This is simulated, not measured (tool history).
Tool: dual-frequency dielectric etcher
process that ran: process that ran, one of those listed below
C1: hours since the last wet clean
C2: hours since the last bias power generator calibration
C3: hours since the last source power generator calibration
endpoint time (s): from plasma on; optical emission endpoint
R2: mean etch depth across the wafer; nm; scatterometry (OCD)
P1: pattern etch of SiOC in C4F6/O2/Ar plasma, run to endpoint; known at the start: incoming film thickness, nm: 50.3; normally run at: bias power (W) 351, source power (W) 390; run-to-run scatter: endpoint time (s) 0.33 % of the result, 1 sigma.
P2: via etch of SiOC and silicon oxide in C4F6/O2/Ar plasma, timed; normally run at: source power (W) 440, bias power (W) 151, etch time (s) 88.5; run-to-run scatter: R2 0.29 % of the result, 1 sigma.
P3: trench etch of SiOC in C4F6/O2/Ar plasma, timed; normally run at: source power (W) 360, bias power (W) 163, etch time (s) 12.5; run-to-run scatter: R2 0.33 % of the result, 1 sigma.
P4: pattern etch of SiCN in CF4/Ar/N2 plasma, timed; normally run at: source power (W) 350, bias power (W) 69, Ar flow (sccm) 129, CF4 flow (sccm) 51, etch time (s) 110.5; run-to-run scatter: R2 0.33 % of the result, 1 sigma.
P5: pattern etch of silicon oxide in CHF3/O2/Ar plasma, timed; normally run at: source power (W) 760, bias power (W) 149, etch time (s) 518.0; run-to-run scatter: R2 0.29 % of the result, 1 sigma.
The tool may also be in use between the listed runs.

Run 1, hour 3.0: process that ran P1, bias power (W) 351, source power (W) 390; C1 184.0; C2 1068.3; C3 1902.9. Result: endpoint time (s) 19.649.
Run 2, hour 7.1: process that ran P2, bias power (W) 151, source power (W) 610, etch time (s) 88.5; C1 188.1; C2 1072.4; C3 1907.0. Result: R2 112.970 nm.
Run 3, hour 11.0: process that ran P2, bias power (W) 151, source power (W) 440, etch time (s) 88.5; C1 192.0; C2 1076.3; C3 1910.9. Result: R2 100.290 nm.
Run 4, hour 13.5: process that ran P1, bias power (W) 351, source power (W) 390; C1 194.5; C2 1078.8; C3 1913.4. Result: endpoint time (s) 19.874.
Run 5, hour 15.8: process that ran P1, bias power (W) 271, source power (W) 390; C1 196.8; C2 1081.1; C3 1915.7. Result: endpoint time (s) 21.766.
Run 6, hour 20.5: process that ran P2, bias power (W) 151, source power (W) 440, etch time (s) 88.5; C1 201.5; C2 1085.8; C3 1920.4. Result: R2 100.280 nm.
At hour 21.4: bias power generator calibrated.
Run 7, hour 22.8: process that ran P3, bias power (W) 163, source power (W) 360, etch time (s) 12.5; C1 203.8; C2 1.5; C3 1922.7. Result: R2 23.270 nm.
Run 8, hour 26.7: process that ran P1, bias power (W) 351, source power (W) 230; C1 207.7; C2 5.4; C3 1926.6. Result: endpoint time (s) 24.045.
Run 9, hour 31.2: process that ran P5, bias power (W) 149, source power (W) 1020, etch time (s) 518.0; C1 212.2; C2 9.9; C3 1931.1. Result: R2 1151.800 nm.
Run 10, hour 35.7: process that ran P4, bias power (W) 69, source power (W) 350, etch time (s) 110.5, Ar flow (sccm) 98, CF4 flow (sccm) 51; C1 216.7; C2 14.4; C3 1935.6. Result: R2 71.374 nm.
Run 11, hour 38.2: process that ran P4, bias power (W) 69, source power (W) 350, etch time (s) 79.5, Ar flow (sccm) 129, CF4 flow (sccm) 51; C1 219.2; C2 16.9; C3 1938.1. Result: R2 49.146 nm.
Run 12, hour 41.8: process that ran P2, bias power (W) 215, source power (W) 440, etch time (s) 88.5; C1 222.8; C2 20.5; C3 1941.7. Result: R2 111.290 nm.
Run 13, hour 44.4: process that ran P4, bias power (W) 69, source power (W) 350, etch time (s) 110.5, Ar flow (sccm) 129, CF4 flow (sccm) 62; C1 225.4; C2 23.1; C3 1944.3. Result: R2 71.197 nm.
Run 14, hour 46.9: process that ran P3, bias power (W) 163, source power (W) 250, etch time (s) 12.5; C1 227.9; C2 25.6; C3 1946.8. Result: R2 20.119 nm.
Run 15, hour 51.1: process that ran P4, bias power (W) 69, source power (W) 350, etch time (s) 110.5, Ar flow (sccm) 129, CF4 flow (sccm) 51; C1 232.1; C2 29.8; C3 1951.0. Result: R2 68.275 nm.
Run 16, hour 54.2: process that ran P1, bias power (W) 430, source power (W) 390; C1 235.2; C2 32.9; C3 1954.1. Result: endpoint time (s) 18.390.
Run 17, hour 59.4: process that ran P1, bias power (W) 351, source power (W) 390; C1 240.4; C2 38.1; C3 1959.3. Result: endpoint time (s) 19.834.
Run 18, hour 63.4: process that ran P1, bias power (W) 351, source power (W) 390; C1 244.4; C2 42.1; C3 1963.3. Result: endpoint time (s) 19.823.
Run 19, hour 67.0: process that ran P5, bias power (W) 149, source power (W) 760, etch time (s) 648.5; C1 248.0; C2 45.7; C3 1966.9. Result: R2 1281.600 nm.
Run 20, hour 71.6: process that ran P5, bias power (W) 149, source power (W) 760, etch time (s) 518.0; C1 252.6; C2 50.3; C3 1971.5. Result: R2 1026.000 nm.
Run 21, hour 73.9: process that ran P3, bias power (W) 108, source power (W) 360, etch time (s) 12.5; C1 254.9; C2 52.6; C3 1973.8. Result: R2 20.655 nm.
Run 22, hour 77.2: process that ran P1, bias power (W) 351, source power (W) 480; C1 258.2; C2 55.9; C3 1977.1. Result: endpoint time (s) 18.360.
Run 23, hour 81.6: process that ran P4, bias power (W) 69, source power (W) 440, etch time (s) 110.5, Ar flow (sccm) 129, CF4 flow (sccm) 51; C1 262.6; C2 60.3; C3 1981.5. Result: R2 83.769 nm.
Run 24, hour 85.1: process that ran P1, bias power (W) 351, source power (W) 390; C1 266.1; C2 63.8; C3 1985.0. Result: endpoint time (s) 19.826.
Run 25, hour 88.4: process that ran P2, bias power (W) 151, source power (W) 440, etch time (s) 123.5; C1 269.4; C2 67.1; C3 1988.3. Result: R2 139.160 nm.
Run 26, hour 91.9: process that ran P3, bias power (W) 163, source power (W) 360, etch time (s) 12.5; C1 272.9; C2 70.6; C3 1991.8. Result: R2 23.337 nm.
At hour 95.9: wet clean of the chamber.
Run 27, hour 96.3: process that ran P1, bias power (W) 460, source power (W) 490; C1 0.5; C2 75.0; C3 1996.2. Result: endpoint time (s) 16.504.
Run 28, hour 99.1: process that ran P3, bias power (W) 163, source power (W) 360, etch time (s) 7.5; C1 3.3; C2 77.8; C3 1999.0. Result: R2 14.040 nm.
Run 29, hour 103.5: process that ran P5, bias power (W) 96, source power (W) 760, etch time (s) 518.0; C1 7.7; C2 82.2; C3 2003.4. Result: R2 898.150 nm.
Run 30, hour 108.2: process that ran P1, bias power (W) 351, source power (W) 390; C1 12.4; C2 86.9; C3 2008.1. Result: endpoint time (s) 19.750.
Run 31, hour 110.7: process that ran P1, bias power (W) 424, source power (W) 280; C1 14.9; C2 89.4; C3 2010.6. Result: endpoint time (s) 20.975.
Run 32, hour 113.0: process that ran P4, bias power (W) 42, source power (W) 350, etch time (s) 110.5, Ar flow (sccm) 129, CF4 flow (sccm) 51; C1 17.2; C2 91.7; C3 2012.9. Result: R2 57.093 nm.
Run 33, hour 116.1: process that ran P1, bias power (W) 351, source power (W) 390; C1 20.3; C2 94.8; C3 2016.0. Result: endpoint time (s) 19.866.
Run 34, hour 120.5: process that ran P1, bias power (W) 351, source power (W) 390; C1 24.7; C2 99.2; C3 2020.4. Result: endpoint time (s) 19.666.
Run 35, hour 125.3: process that ran P1, bias power (W) 351, source power (W) 390; C1 29.5; C2 104.0; C3 2025.2. Result: endpoint time (s) 19.509.
At hour 126.7: wet clean of the chamber.
Run 36, hour 128.5: process that ran P1, bias power (W) 351, source power (W) 390; C1 1.9; C2 107.2; C3 2028.4. Result: endpoint time (s) 19.556.
Run 37, hour 131.6: process that ran P1, bias power (W) 351, source power (W) 390; C1 5.0; C2 110.3; C3 2031.5. Result: endpoint time (s) 19.512.
Run 38, hour 135.2: process that ran P1, bias power (W) 351, source power (W) 390; C1 8.6; C2 113.9; C3 2035.1. Result: endpoint time (s) 19.411.
Run 39, hour 137.8: process that ran P1, bias power (W) 351, source power (W) 390; C1 11.2; C2 116.5; C3 2037.7. Result: endpoint time (s) 19.388.
Run 40, hour 140.7: process that ran P1, bias power (W) 351, source power (W) 390; C1 14.1; C2 119.4; C3 2040.6. Result: endpoint time (s) 19.465.
Run 41, hour 146.0: process that ran P1, bias power (W) 351, source power (W) 390; C1 19.4; C2 124.7; C3 2045.9. Result: endpoint time (s) 19.476.

What P1 gives has crept away from where it was. These 2 causes fit the log equally well, each at the size given:
A: source power that arrives over what is set, % = 4.55
B: bias power that arrives over what is set, % = 4.81
The creep began at about hour 116.1.
Why every other cause is out:
chamber walls in a state that raises the etch rate, %: serviced at hour 126.7, which brought nothing back

4 check runs are offered, each on 2 wafers whose results are averaged, their results left as question marks. Which one tells the causes apart?
Run check 1, hour 151.3: process that ran P4, bias power (W) 57, source power (W) 350, etch time (s) 110.5, Ar flow (sccm) 129, CF4 flow (sccm) 51. Result: R2 ?.
Run check 2, hour 151.3: process that ran P2, bias power (W) 151, source power (W) 580, etch time (s) 118.5. Result: R2 ?.
Run check 3, hour 151.3: process that ran P5, bias power (W) 149, source power (W) 920, etch time (s) 518.0. Result: R2 ?.
Run check 4, hour 151.3: process that ran P3, bias power (W) 163, source power (W) 270, etch time (s) 12.5. Result: R2 ?.

What each check would give under each cause:
  check  result      if A      if B
check 1      R2    66.365    64.968
check 2      R2   151.620   151.110
check 3      R2  1124.400  1121.400
check 4      R2    21.230    21.183
How far apart the two closest causes lie, in the result that separates them most: check 1 2.13 %; check 2 0.34 %; check 3 0.26 %; check 4 0.22 %
Only check 1 tells the causes apart: in the others they would give nearly the same result.

Then check 1 was run and gave: R2 64.917 nm. Which cause is it?

It is B: bias power that arrives over what is set, %.
